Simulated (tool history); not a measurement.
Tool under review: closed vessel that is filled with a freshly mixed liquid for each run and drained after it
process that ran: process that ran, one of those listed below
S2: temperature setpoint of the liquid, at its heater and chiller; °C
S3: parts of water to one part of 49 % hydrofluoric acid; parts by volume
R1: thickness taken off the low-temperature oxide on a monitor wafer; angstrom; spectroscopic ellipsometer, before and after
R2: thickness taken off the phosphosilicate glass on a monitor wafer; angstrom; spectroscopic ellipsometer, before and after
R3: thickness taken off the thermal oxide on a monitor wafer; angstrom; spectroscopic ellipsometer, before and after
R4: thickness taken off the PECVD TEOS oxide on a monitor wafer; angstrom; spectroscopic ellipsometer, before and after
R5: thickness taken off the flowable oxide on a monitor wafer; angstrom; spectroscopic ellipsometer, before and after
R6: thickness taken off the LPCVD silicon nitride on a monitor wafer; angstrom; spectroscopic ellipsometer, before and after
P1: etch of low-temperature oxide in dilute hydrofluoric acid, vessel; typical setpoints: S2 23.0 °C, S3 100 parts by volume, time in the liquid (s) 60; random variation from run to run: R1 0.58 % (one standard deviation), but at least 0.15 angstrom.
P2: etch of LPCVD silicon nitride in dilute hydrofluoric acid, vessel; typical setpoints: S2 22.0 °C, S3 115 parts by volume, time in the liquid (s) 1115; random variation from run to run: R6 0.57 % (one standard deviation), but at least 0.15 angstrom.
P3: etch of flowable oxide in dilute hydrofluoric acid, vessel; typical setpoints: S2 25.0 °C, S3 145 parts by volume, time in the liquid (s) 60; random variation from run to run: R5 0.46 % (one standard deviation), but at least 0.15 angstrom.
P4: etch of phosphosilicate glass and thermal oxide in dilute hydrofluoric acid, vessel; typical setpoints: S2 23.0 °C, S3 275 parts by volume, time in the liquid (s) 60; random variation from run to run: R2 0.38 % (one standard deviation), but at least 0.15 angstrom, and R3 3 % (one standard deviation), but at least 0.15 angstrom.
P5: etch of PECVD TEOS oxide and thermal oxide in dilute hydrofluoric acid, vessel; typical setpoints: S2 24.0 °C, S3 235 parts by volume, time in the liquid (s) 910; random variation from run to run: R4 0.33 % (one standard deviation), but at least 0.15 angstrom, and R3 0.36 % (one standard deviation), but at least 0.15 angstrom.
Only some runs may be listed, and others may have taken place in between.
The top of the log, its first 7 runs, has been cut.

Run 8, hour 80.7: process that ran P1, S2 17.0 °C, S3 100 parts by volume, time in the liquid (s) 60. Result: R1 158.72 angstrom.
At hour 84.3: thermometer replaced.
Run 9, hour 88.0: process that ran P5, S2 27.5 °C, S3 235 parts by volume, time in the liquid (s) 910. Result: R3 181.2900 angstrom, R4 317.44 angstrom.
Run 10, hour 96.1: process that ran P1, S2 23.0 °C, S3 20 parts by volume, time in the liquid (s) 30. Result: R1 562.90 angstrom.
Run 11, hour 103.9: process that ran P1, S2 23.0 °C, S3 100 parts by volume, time in the liquid (s) 60. Result: R1 201.32 angstrom.
Run 12, hour 113.4: process that ran P5, S2 24.0 °C, S3 235 parts by volume, time in the liquid (s) 910. Result: R3 158.9800 angstrom, R4 280.36 angstrom.
Run 13, hour 120.6: process that ran P1, S2 23.0 °C, S3 50 parts by volume, time in the liquid (s) 60. Result: R1 428.75 angstrom.
Run 14, hour 128.4: process that ran P3, S2 25.0 °C, S3 145 parts by volume, time in the liquid (s) 115. Result: R5 215.200 angstrom.
Run 15, hour 137.1: process that ran P4, S2 23.0 °C, S3 275 parts by volume, time in the liquid (s) 85. Result: R2 455.08 angstrom, R3 11.3640 angstrom.
Run 16, hour 144.7: process that ran P3, S2 25.0 °C, S3 145 parts by volume, time in the liquid (s) 60. Result: R5 112.040 angstrom.
Run 17, hour 157.4: process that ran P3, S2 21.5 °C, S3 145 parts by volume, time in the liquid (s) 60. Result: R5 97.891 angstrom.
Run 18, hour 167.2: process that ran P1, S2 29.5 °C, S3 100 parts by volume, time in the liquid (s) 95. Result: R1 414.71 angstrom.
Run 19, hour 173.5: process that ran P5, S2 24.0 °C, S3 235 parts by volume, time in the liquid (s) 1715. Result: R3 301.8600 angstrom, R4 533.21 angstrom.
Run 20, hour 184.1: process that ran P5, S2 24.0 °C, S3 85 parts by volume, time in the liquid (s) 910. Result: R3 524.6900 angstrom, R4 921.87 angstrom.
Run 21, hour 190.5: process that ran P2, S2 22.0 °C, S3 170 parts by volume, time in the liquid (s) 1115. Result: R6 29.908 angstrom.
Run 22, hour 200.7: process that ran P3, S2 25.0 °C, S3 145 parts by volume, time in the liquid (s) 60. Result: R5 111.460 angstrom.

Forecast run 23:
Run 23, hour 213.3: process that ran P2, S2 22.0 °C, S3 115 parts by volume, time in the liquid (s) 1115. Result: R6 ?.

R6: 43.929 angstrom
